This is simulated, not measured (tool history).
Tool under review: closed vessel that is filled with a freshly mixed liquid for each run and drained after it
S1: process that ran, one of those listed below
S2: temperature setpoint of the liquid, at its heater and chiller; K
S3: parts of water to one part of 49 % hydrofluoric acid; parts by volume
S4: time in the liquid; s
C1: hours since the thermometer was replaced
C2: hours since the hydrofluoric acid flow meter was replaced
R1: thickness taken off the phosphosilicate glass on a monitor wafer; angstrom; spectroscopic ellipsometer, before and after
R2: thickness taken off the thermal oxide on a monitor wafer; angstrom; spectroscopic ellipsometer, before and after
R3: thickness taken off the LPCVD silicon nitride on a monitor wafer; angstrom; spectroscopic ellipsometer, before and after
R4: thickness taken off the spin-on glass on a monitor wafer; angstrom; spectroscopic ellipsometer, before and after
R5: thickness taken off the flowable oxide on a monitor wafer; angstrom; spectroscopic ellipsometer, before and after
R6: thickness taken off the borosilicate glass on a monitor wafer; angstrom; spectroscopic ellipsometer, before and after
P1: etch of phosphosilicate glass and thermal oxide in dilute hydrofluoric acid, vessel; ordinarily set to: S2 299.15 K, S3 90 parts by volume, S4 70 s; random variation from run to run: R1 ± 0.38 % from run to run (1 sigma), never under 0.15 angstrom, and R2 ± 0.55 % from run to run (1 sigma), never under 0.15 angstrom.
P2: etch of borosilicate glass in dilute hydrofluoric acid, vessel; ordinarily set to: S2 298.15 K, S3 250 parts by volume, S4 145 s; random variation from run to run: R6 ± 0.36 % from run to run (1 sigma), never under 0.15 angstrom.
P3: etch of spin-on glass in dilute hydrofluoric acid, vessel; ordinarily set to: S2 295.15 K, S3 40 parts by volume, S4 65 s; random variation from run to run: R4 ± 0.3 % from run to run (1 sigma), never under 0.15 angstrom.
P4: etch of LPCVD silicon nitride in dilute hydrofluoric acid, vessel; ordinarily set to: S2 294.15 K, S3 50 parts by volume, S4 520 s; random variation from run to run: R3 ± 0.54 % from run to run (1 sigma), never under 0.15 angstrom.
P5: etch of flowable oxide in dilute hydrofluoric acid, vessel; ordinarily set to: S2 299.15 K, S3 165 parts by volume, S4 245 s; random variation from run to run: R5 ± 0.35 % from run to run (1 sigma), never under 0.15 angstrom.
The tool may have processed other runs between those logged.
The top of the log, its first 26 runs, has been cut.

run   hour  S1      S2  S3  S4      C1      C2      R1      R2  R3      R4  R5  R6
 27  324.5  P3  295.15  40  65   906.4  1207.3                      618.25
 28  339.7  P1  295.15  90  70   921.6  1222.5  531.95  32.849
 29  347.0  P3  295.15  70  65   928.9  1229.8                      341.08
 30  356.8  P1  299.15  90  70   938.7  1239.6  622.73  39.103
 31  371.4  P1  299.15  90  70   953.3  1254.2  603.59  37.230
 32  383.8  P1  299.15  90  70   965.7  1266.6  596.00  37.211
 33  392.7  P1  299.15  90  70   974.6  1275.5  593.66  36.966
 34  402.0  P1  299.15  90  70   983.9  1284.8  585.14  36.672
 35  416.9  P1  299.15  90  70   998.8  1299.7  586.24  36.150
 36  428.1  P1  299.15  90  70  1010.0  1310.9  585.80  36.375

For run 37, what comes out?
 37  435.4  P1  299.15  90  70  1017.3  1318.2   ?   ?

R1: 582.20 angstrom
R2: 36.403 angstrom

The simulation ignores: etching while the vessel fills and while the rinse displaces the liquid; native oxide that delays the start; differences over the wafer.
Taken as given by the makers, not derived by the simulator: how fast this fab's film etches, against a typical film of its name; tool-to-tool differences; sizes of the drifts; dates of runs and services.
